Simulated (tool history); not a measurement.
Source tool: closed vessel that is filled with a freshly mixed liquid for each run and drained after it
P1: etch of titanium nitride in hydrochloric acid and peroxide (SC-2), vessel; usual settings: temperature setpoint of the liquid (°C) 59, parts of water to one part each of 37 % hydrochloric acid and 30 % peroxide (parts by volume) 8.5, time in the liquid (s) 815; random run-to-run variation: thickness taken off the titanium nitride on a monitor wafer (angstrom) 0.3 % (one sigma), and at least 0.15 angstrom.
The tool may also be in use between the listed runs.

run,day,temperature setpoint of the liquid (°C),parts of water to one part each of 37 % hydrochloric acid and 30 % peroxide (parts by volume),time in the liquid (s),hours since the thermometer was replaced,hours since the chemicals flow meter was replaced,hours since the drum of peroxide was connected,thickness taken off the titanium nitride on a monitor wafer (angstrom)
1,0.208,59,8.5,815,339.1,404.9,383.9,604.01
2,0.371,45,8.5,815,343,408.8,387.8,238.31
3,0.512,59,8.5,1545,346.4,412.2,391.2,1139.7
4,0.638,59,8.5,815,349.4,415.2,394.2,604.17
5,0.867,72,12,815,354.9,420.7,399.7,992.2
6,1.012,59,8.5,815,358.4,424.2,403.2,605.17
7,1.283,68,8.5,815,364.9,430.7,409.7,1047.7
8,1.483,59,4,815,369.7,435.5,414.5,1060.3
9,1.642,59,8.5,815,373.5,439.3,418.3,604.37
10,1.842,59,13,815,378.3,444.1,423.1,422.02
11,2.075,59,8.5,815,383.9,449.7,428.7,598.67
12,2.329,59,8.5,415,390,455.8,434.8,305.51
13,2.492,59,8.5,815,393.9,459.7,438.7,602.22
14,2.638,59,8.5,815,397.4,463.2,442.2,585.15
15,2.842,59,8.5,815,402.3,468.1,447.1,572.46
16,3.129,59,8.5,815,409.2,475,454,560.12
17,3.312,59,8.5,815,413.6,479.4,458.4,559.02
# day 3.329: new drum of peroxide connected
18,3.525,59,8.5,815,418.7,484.5,4.7,559.36
19,3.675,59,8.5,815,422.3,488.1,8.3,553.28
20,3.912,59,8.5,815,428,493.8,14,551.86
21,4.183,59,8.5,815,434.5,500.3,20.5,550.55
22,4.312,59,8.5,815,437.6,503.4,23.6,551.44

Compared with where it was, what P1 gives has crept away. Each cause listed below fits the log as well as the rest, at the size given for it:
A: liquid colder than its thermometer reads (K) = 1.39
B: chemicals flow below the setpoint (%) = 10.2
The onset of the drift is placed at about day 2.492.
Excluded causes, each with its reason:
peroxide weaker than its label (%): its service at day 3.329 followed the start of the drift and did not put the process back to its old value

The check runs listed below each take one wafer, and their results are still question marks. Under which run would the listed causes lead to clearly different results?
check 1,4.442,59,11.5,815,,,,?
check 2,4.442,46.5,4,815,,,,?
check 3,4.442,65,8.5,815,,,,?
check 4,4.442,49.5,8.5,815,,,,?

What each check would give under each cause:
check,result,if A,if B
check 1,thickness taken off the titanium nitride on a monitor wafer (angstrom),428.49,426.68
check 2,thickness taken off the titanium nitride on a monitor wafer (angstrom),421.75,431.22
check 3,thickness taken off the titanium nitride on a monitor wafer (angstrom),801.63,799.28
check 4,thickness taken off the titanium nitride on a monitor wafer (angstrom),295.63,297.24
Gap, in per cent, between the two causes that each check separates least, read from the result that separates them most: check 1 0.42 %; check 2 2.22 %; check 3 0.29 %; check 4 0.54 %
Only in check 2 would the causes give clearly different results; in the remaining checks their results would be nearly the same.

Then check 2 was run and gave: thickness taken off the titanium nitride on a monitor wafer (angstrom) 429.48. Which cause is it?

The cause is B: chemicals flow below the setpoint (%).

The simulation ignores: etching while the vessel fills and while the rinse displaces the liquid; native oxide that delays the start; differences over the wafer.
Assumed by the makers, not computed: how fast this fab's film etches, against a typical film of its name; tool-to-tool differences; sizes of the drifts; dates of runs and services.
